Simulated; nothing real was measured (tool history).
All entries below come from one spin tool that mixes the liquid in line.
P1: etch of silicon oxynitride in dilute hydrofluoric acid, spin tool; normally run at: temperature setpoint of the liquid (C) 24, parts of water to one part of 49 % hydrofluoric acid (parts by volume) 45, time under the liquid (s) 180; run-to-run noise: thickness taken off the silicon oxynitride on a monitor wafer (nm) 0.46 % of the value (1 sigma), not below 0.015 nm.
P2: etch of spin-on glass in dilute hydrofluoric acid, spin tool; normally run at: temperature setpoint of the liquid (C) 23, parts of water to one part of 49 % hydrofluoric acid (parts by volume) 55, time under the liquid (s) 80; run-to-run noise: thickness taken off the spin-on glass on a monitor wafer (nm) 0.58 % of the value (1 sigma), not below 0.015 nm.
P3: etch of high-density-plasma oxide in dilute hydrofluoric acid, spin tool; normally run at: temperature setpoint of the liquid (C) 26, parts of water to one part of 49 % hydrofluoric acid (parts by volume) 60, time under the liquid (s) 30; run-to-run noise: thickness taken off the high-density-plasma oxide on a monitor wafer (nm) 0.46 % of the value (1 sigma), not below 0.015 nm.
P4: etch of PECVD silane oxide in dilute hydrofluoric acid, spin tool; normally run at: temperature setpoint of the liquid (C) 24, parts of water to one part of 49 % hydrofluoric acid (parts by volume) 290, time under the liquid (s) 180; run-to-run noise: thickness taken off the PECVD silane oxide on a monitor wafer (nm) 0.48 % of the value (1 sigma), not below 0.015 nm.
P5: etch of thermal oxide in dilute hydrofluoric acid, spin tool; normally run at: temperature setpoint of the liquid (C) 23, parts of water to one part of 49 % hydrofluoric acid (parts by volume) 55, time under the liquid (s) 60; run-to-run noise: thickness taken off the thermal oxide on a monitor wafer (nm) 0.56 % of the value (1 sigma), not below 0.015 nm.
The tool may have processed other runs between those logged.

run   hour  process that ran  temperature setpoint of the liquid (C)  parts of water to one part of 49 % hydrofluoric acid (parts by volume)  time under the liquid (s)  hours since the thermometer was replaced  hours since the hydrofluoric acid flow meter was replaced  thickness taken off the silicon oxynitride on a monitor wafer (nm)  thickness taken off the spin-on glass on a monitor wafer (nm)  thickness taken off the PECVD silane oxide on a monitor wafer (nm)  thickness taken off the thermal oxide on a monitor wafer (nm)  thickness taken off the high-density-plasma oxide on a monitor wafer (nm)
  1    8.8                P1                                      24                                                                      45                        180                                     445.4                                                      468.8                                                              14.723
  2   16.9                P1                                      20                                                                      45                        180                                     453.5                                                      476.9                                                              12.254
  3   25.1                P2                                      23                                                                      20                         80                                     461.7                                                      485.1                                                                                                                             109.57
  4   30.9                P4                                      24                                                                     290                        180                                     467.5                                                      490.9                                                                                                                                                                                                 7.6576
  5   40.6                P1                                      24                                                                      45                        180                                     477.2                                                      500.6                                                              14.837
  6   47.4                P1                                      24                                                                      30                        180                                       484                                                      507.4                                                              22.565
  7   53.2                P1                                      24                                                                      45                        180                                     489.8                                                      513.2                                                              14.713
  8   59.3                P1                                      24                                                                      45                        180                                     495.9                                                      519.3                                                              14.857
  9   64.9                P5                                      23                                                                      55                         15                                     501.5                                                      524.9                                                                                                                                                                                                                                                                1.2995
 10   71.5                P1                                      24                                                                      45                        180                                     508.1                                                      531.5                                                              14.937
 11     78                P3                                      26                                                                      20                         30                                     514.6                                                        538                                                                                                                                                                                                                                                                                                                                           14.566
 12   84.2                P2                                      23                                                                      55                        120                                     520.8                                                      544.2                                                                                                                             57.161
 13   92.8                P3                                    31.5                                                                      60                         30                                     529.4                                                      552.8                                                                                                                                                                                                                                                                                                                                           5.6413
 14    103                P3                                      26                                                                      60                         30                                     539.6                                                        563                                                                                                                                                                                                                                                                                                                                           4.5276
 15  108.3                P5                                      23                                                                      55                         60                                     544.9                                                      568.3                                                                                                                                                                                                                                                                5.1933
 16  118.4                P2                                      30                                                                      55                         80                                       555                                                      578.4                                                                                                                             50.005
 17  125.2                P1                                      24                                                                      45                        180                                     561.8                                                      585.2                                                              14.909
 18  134.9                P5                                      23                                                                      85                         60                                     571.5                                                      594.9                                                                                                                                                                                                                                                                3.2199
 19  143.9                P5                                      17                                                                      55                         60                                     580.5                                                      603.9                                                                                                                                                                                                                                                                4.0391
 20  152.7                P1                                      24                                                                      70                         15                                     589.3                                                      612.7                                                             0.76811
 21  160.7                P1                                      24                                                                      75                        180                                     597.3                                                      620.7                                                              8.7156
 22  170.6                P1                                    18.5                                                                      45                        330                                     607.2                                                      630.6                                                              20.715
 23  178.6                P1                                      24                                                                      45                        315                                     615.2                                                      638.6                                                              25.974
 24  185.8                P1                                      24                                                                      45                        180                                     622.4                                                      645.8                                                              14.945
 25  196.1                P4                                      24                                                                     290                        355                                     632.7                                                      656.1                                                                                                                                                                                                  15.09
 26  205.8                P3                                      26                                                                      60                         15                                     642.4                                                      665.8                                                                                                                                                                                                                                                                                                                                           2.3148
 27    211                P2                                      23                                                                      55                         80                                     647.6                                                        671                                                                                                                             38.131
 28  219.4                P4                                      24                                                                     290                        180                                       656                                                      679.4                                                                                                                                                                                                 7.6412
     220.8  -- thermometer replaced
 29  224.6                P1                                      24                                                                      45                        100                                       3.8                                                      684.6                                                              8.2782
 30  232.6                P1                                      29                                                                      45                        180                                      11.8                                                      692.6                                                              19.071
 31  237.8                P4                                      24                                                                     110                        180                                        17                                                      697.8                                                                                                                                                                                                 24.434
 32  248.1                P4                                      17                                                                     290                        180                                      27.3                                                      708.1                                                                                                                                                                                                 5.8911
 33  256.5                P1                                      24                                                                      45                        180                                      35.7                                                      716.5                                                                14.8
 34  261.3                P1                                      24                                                                      45                        180                                      40.5                                                      721.3                                                              14.747
 35  266.1                P1                                      24                                                                      45                        180                                      45.3                                                      726.1                                                              14.476
 36  276.1                P1                                      24                                                                      45                        180                                      55.3                                                      736.1                                                              14.225
 37  281.3                P1                                      24                                                                      45                        180                                      60.5                                                      741.3                                                              14.118
 38  290.1                P1                                      24                                                                      45                        180                                      69.3                                                      750.1                                                              13.881
 39  297.3                P1                                      24                                                                      45                        180                                      76.5                                                      757.3                                                              13.761
 40    304                P1                                      24                                                                      45                        180                                      83.2                                                        764                                                              13.896
 41  313.9                P1                                      24                                                                      45                        180                                      93.1                                                      773.9                                                              13.726
 42  322.5                P1                                      24                                                                      45                        180                                     101.7                                                      782.5                                                              13.816
 43  332.6                P1                                      24                                                                      45                        180                                     111.8                                                      792.6                                                                13.7
 44  337.8                P1                                      24                                                                      45                        180                                       117                                                      797.8                                                              13.742

The output of P1 has drifted from where it used to be. Each of the 2 causes below, taken at the size shown beside it, accounts for the log equally well:
A: hydrofluoric acid flow below the setpoint (%) = 7.38
B: liquid colder than its thermometer reads (K) = 1.62
The process output started creeping at around hour 256.5.

Of the 4 check runs listed below, each run on one wafer and each result written as a question mark, which would let you distinguish the listed causes because they would give clearly different results?
check 1   343                P3                                      26                                                                      20                         15                                                                                                                                                                                                                                                                                                                                                                                                                                                     ?
check 2   343                P5                                      17                                                                      55                         60                                                                                                                                                                                                                                                                                                                                                                          ?
check 3   343                P2                                      23                                                                      20                         80                                                                                                                                                                                                                                       ?
check 4   343                P4                                    19.5                                                                     290                        340                                                                                                                                                                                                                                                                                                           ?

Expected result of each check under each candidate cause:
  check                                                                     result    if A    if B
check 1  thickness taken off the high-density-plasma oxide on a monitor wafer (nm)  6.6837  6.7574
check 2              thickness taken off the thermal oxide on a monitor wafer (nm)  3.7129  3.7532
check 3              thickness taken off the spin-on glass on a monitor wafer (nm)  101.24  102.18
check 4         thickness taken off the PECVD silane oxide on a monitor wafer (nm)  11.161  11.577
Gap, in per cent, between the two causes that each check separates least, read from the result that separates them most: check 1 1.1 %; check 2 1.08 %; check 3 0.93 %; check 4 3.66 %
Check 4 distinguishes between the causes, while the remaining checks would return nearly the same result for all of them.

With check 4 done, the readings were: thickness taken off the PECVD silane oxide on a monitor wafer (nm) 11.074. Identify which of the listed causes applies.

The cause is A: hydrofluoric acid flow below the setpoint (%).
